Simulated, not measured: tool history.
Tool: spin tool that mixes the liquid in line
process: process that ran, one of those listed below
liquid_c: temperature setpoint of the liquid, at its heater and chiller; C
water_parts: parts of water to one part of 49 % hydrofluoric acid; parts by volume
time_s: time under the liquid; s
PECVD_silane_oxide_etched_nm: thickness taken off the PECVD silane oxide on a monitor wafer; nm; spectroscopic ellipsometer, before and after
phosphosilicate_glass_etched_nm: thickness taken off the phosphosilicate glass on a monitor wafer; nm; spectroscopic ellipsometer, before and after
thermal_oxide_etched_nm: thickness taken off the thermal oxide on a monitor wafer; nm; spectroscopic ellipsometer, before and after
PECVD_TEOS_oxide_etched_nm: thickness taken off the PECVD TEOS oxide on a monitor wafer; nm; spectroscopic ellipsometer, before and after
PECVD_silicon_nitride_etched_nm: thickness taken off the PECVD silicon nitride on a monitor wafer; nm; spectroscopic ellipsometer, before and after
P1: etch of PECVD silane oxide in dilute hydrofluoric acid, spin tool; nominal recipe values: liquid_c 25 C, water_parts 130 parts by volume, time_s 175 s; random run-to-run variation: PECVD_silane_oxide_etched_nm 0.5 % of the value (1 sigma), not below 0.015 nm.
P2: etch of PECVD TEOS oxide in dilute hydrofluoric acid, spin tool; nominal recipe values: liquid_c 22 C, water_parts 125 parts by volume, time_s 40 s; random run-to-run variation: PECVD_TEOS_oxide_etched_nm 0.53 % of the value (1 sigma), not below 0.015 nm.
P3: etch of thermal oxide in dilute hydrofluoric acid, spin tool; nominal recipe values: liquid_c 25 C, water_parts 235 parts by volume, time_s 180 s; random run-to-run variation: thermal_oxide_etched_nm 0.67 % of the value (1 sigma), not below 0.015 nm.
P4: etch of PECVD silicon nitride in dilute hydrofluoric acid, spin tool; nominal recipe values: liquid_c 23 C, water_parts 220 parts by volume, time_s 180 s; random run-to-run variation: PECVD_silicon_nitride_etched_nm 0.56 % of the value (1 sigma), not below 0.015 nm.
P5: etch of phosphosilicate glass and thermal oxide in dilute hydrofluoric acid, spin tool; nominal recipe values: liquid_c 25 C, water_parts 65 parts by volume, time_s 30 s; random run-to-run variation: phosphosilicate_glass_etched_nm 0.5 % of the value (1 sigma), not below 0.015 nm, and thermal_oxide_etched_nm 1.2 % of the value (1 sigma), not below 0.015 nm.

run     day  process  liquid_c  water_parts  time_s  PECVD_silane_oxide_etched_nm  phosphosilicate_glass_etched_nm  thermal_oxide_etched_nm  PECVD_TEOS_oxide_etched_nm  PECVD_silicon_nitride_etched_nm
  1   0.588       P1        25          130     175                        22.171
  2   1.138       P1      31.5          130     175                        28.472
  3    1.45       P1        17          130     175                        16.119
  4   2.029       P1      18.5          195     175                        10.747
  5   2.567       P1        25          130     175                        22.259
  6   3.054       P5        25           65      30                                                         40.562                   2.2715
  7   3.533       P2        22          215      40                                                                                                              2.1663
  8   4.008       P2        27          125      40                                                                                                              4.9595
  9   4.538       P4        23          220     180                                                                                                                                               4.0194
 10   4.967       P3        25          235     180                                                                                  3.2734
 11     5.4       P1        25          130     250                        31.941
 12     5.7       P3        25          235     330                                                                                  5.9373
 13     6.2       P5        30           65      30                                                         49.659                   2.7729
 14   6.688       P1        25          130     175                        22.386
 15    7.25       P1        25          220     175                        11.937
 16   7.792       P5        25           20      30                                                            139                   8.0244
 17   8.192       P3      17.5          235     180                                                                                  2.4463
 18   8.617       P4        23          390     180                                                                                                                                               2.2719
 19    9.05       P5        25           65      30                                                         40.191                   2.2933
 20   9.479       P1        25          130     175                        22.361
 21  10.071       P1        25          130      15                        1.9023
 22  10.529       P4        27          220     180                                                                                                                                               5.0141
 23  11.104       P1        25          130     175                        22.368
 24  11.671       P1        25           70     175                        44.985
 25  12.183       P1        25          130     175                        22.258
 26  12.788       P5        25           65      55                                                         74.143                   4.2499
 27  13.175       P2        22          125      40                                                                                                              4.1104
 28  13.725       P2        22          125      15                                                                                                              1.5851
 29  14.071       P4        23          220     275                                                                                                                                               6.0432
 30  14.412       P3        25           95     180                                                                                  9.5252
 31  14.683       P1        20          130     310                        32.557
 32  15.208       P1        25          130     175                        22.539
 33  15.504       P1        25          130     175                        21.636
 34  16.108       P1        25          130     175                        21.123
 35  16.512       P1        25          130     175                        20.681
 36  17.096       P1        25          130     175                        20.813
 37  17.558       P1        25          130     175                        20.596
 38  18.046       P1        25          130     175                        20.684
 39  18.625       P1        25          130     175                        20.464

Something has made what P1 gives creep away from where it was; the 2 causes below, each at its own stated size, fit the log equally well:
A: hydrofluoric acid flow below the setpoint (%) = 6.85
B: liquid colder than its thermometer reads (K) = 2.13
At approximately day 15.208, the process output began to creep.

The check runs listed below each take one wafer, and their results are still question marks. Under which run would the listed causes lead to clearly different results?
check 1  19.204       P3      17.5          235     280                                                                                       ?
check 2  19.204       P4        23          385     260                                                                                                                                                    ?
check 3  19.204       P2      26.5          195      40                                                                                                                   ?
check 4  19.204       P5        30           65      30                                                              ?                        ?

If the cause were each of the candidates in turn, the checks would give the following:
  check                           result    if A    if B
check 1          thermal_oxide_etched_nm  3.5151  3.5234
check 2  PECVD_silicon_nitride_etched_nm   3.077  2.8993
check 3       PECVD_TEOS_oxide_etched_nm  2.6458   2.671
check 4  phosphosilicate_glass_etched_nm  45.614  45.385
check 4          thermal_oxide_etched_nm  2.5876  2.5746
Minimum pairwise separation of causes per check, each pair taken at its best-separating result: check 1 0.24 %; check 2 5.95 %; check 3 0.95 %; check 4 0.5 %
Check 2 is the one run that separates the causes; every other check would come out nearly the same whichever cause is at work.

Running check 2 produced the following: PECVD_silicon_nitride_etched_nm 2.8825 nm. Which one of the listed causes fits?

The correct cause is B, namely: liquid colder than its thermometer reads (K).
